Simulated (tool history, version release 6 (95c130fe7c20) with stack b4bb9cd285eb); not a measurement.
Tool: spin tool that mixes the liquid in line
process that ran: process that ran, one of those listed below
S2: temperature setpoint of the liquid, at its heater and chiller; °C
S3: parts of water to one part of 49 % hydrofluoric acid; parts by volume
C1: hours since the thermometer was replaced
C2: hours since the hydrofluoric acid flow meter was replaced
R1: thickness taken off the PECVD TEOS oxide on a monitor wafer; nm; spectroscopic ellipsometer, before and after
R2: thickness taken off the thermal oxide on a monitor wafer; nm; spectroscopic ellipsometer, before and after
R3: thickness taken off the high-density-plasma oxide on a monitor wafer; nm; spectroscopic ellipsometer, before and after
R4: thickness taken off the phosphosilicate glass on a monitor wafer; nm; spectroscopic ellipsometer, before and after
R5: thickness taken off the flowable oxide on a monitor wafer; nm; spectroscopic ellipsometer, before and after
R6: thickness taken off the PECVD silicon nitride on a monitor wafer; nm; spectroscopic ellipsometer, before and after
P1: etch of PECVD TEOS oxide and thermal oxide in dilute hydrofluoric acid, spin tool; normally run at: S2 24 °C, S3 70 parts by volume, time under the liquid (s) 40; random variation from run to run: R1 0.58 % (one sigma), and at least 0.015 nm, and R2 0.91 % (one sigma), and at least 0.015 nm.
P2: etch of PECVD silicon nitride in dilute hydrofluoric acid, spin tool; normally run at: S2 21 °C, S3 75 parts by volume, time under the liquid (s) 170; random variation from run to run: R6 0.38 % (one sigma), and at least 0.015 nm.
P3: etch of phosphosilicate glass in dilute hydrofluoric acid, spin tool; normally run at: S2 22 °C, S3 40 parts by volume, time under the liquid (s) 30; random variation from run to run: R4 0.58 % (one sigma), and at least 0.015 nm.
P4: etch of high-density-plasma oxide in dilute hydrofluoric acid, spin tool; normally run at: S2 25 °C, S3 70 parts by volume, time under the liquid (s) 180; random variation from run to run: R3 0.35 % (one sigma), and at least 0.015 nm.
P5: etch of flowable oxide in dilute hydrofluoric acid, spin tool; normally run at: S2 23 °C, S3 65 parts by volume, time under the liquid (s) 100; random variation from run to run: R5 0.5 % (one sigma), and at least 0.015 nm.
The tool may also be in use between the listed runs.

{"run": 1, "hour": 8.6, "process that ran": "P1", "S2": 24, "S3": 70, "time under the liquid (s)": 40, "C1": 330.5, "C2": 130.5, "R1": 5.8644, "R2": 2.8973}
{"run": 2, "hour": 19.6, "process that ran": "P1", "S2": 24, "S3": 70, "time under the liquid (s)": 40, "C1": 341.5, "C2": 141.5, "R1": 5.8522, "R2": 2.862}
{"run": 3, "hour": 32.4, "process that ran": "P4", "S2": 32.5, "S3": 70, "time under the liquid (s)": 180, "C1": 354.3, "C2": 154.3, "R3": 20.837}
{"run": 4, "hour": 41.3, "process that ran": "P1", "S2": 24, "S3": 70, "time under the liquid (s)": 40, "C1": 363.2, "C2": 163.2, "R1": 5.8897, "R2": 2.8759}
{"run": 5, "hour": 51.2, "process that ran": "P1", "S2": 29, "S3": 95, "time under the liquid (s)": 40, "C1": 373.1, "C2": 173.1, "R1": 5.0849, "R2": 2.5003}
{"run": 6, "hour": 66.0, "process that ran": "P3", "S2": 22, "S3": 40, "time under the liquid (s)": 30, "C1": 387.9, "C2": 187.9, "R4": 46.119}
{"run": 7, "hour": 79.1, "process that ran": "P1", "S2": 18.5, "S3": 70, "time under the liquid (s)": 40, "C1": 401, "C2": 201, "R1": 4.6305, "R2": 2.2765}
{"run": 8, "hour": 88.0, "process that ran": "P1", "S2": 24, "S3": 70, "time under the liquid (s)": 40, "C1": 409.9, "C2": 209.9, "R1": 5.7849, "R2": 2.8486}
{"run": 9, "hour": 101.2, "process that ran": "P4", "S2": 25, "S3": 70, "time under the liquid (s)": 180, "C1": 423.1, "C2": 223.1, "R3": 15.538}
{"run": 10, "hour": 114.2, "process that ran": "P1", "S2": 24, "S3": 30, "time under the liquid (s)": 40, "C1": 436.1, "C2": 236.1, "R1": 14.327, "R2": 6.9883}
{"run": 11, "hour": 122.4, "process that ran": "P4", "S2": 25, "S3": 30, "time under the liquid (s)": 180, "C1": 444.3, "C2": 244.3, "R3": 38.113}
{"run": 12, "hour": 134.1, "process that ran": "P1", "S2": 24, "S3": 70, "time under the liquid (s)": 15, "C1": 456, "C2": 256, "R1": 2.1899, "R2": 1.084}
{"run": 13, "hour": 149.2, "process that ran": "P1", "S2": 24, "S3": 70, "time under the liquid (s)": 40, "C1": 471.1, "C2": 271.1, "R1": 5.8655, "R2": 2.8816}
{"run": 14, "hour": 156.9, "process that ran": "P5", "S2": 23, "S3": 65, "time under the liquid (s)": 15, "C1": 478.8, "C2": 278.8, "R5": 7.2142}
{"run": 15, "hour": 171.4, "process that ran": "P2", "S2": 21, "S3": 75, "time under the liquid (s)": 170, "C1": 493.3, "C2": 293.3, "R6": 10.448}
{"run": 16, "hour": 185.1, "process that ran": "P1", "S2": 30.5, "S3": 70, "time under the liquid (s)": 65, "C1": 507, "C2": 307, "R1": 12.34, "R2": 5.9911}
{"run": 17, "hour": 194.0, "process that ran": "P2", "S2": 21, "S3": 75, "time under the liquid (s)": 170, "C1": 515.9, "C2": 315.9, "R6": 10.461}
{"hour": 206.2, "done": "hydrofluoric acid flow meter replaced"}
{"run": 18, "hour": 210.0, "process that ran": "P1", "S2": 24, "S3": 100, "time under the liquid (s)": 40, "C1": 531.9, "C2": 3.8, "R1": 4.0031, "R2": 1.9089}
{"run": 19, "hour": 221.2, "process that ran": "P1", "S2": 28.5, "S3": 70, "time under the liquid (s)": 20, "C1": 543.1, "C2": 15, "R1": 3.4929, "R2": 1.7333}
{"run": 20, "hour": 236.9, "process that ran": "P4", "S2": 25, "S3": 70, "time under the liquid (s)": 320, "C1": 558.8, "C2": 30.7, "R3": 27.548}
{"run": 21, "hour": 244.0, "process that ran": "P3", "S2": 28, "S3": 40, "time under the liquid (s)": 30, "C1": 565.9, "C2": 37.8, "R4": 58.544}
{"run": 22, "hour": 254.8, "process that ran": "P1", "S2": 24, "S3": 70, "time under the liquid (s)": 60, "C1": 576.7, "C2": 48.6, "R1": 8.793, "R2": 4.2798}

Forecast run 23:
{"run": 23, "hour": 265.6, "process that ran": "P4", "S2": 25, "S3": 70, "time under the liquid (s)": 180, "C1": 587.5, "C2": 59.4, "R3": "?"}

R3: 15.501 nm

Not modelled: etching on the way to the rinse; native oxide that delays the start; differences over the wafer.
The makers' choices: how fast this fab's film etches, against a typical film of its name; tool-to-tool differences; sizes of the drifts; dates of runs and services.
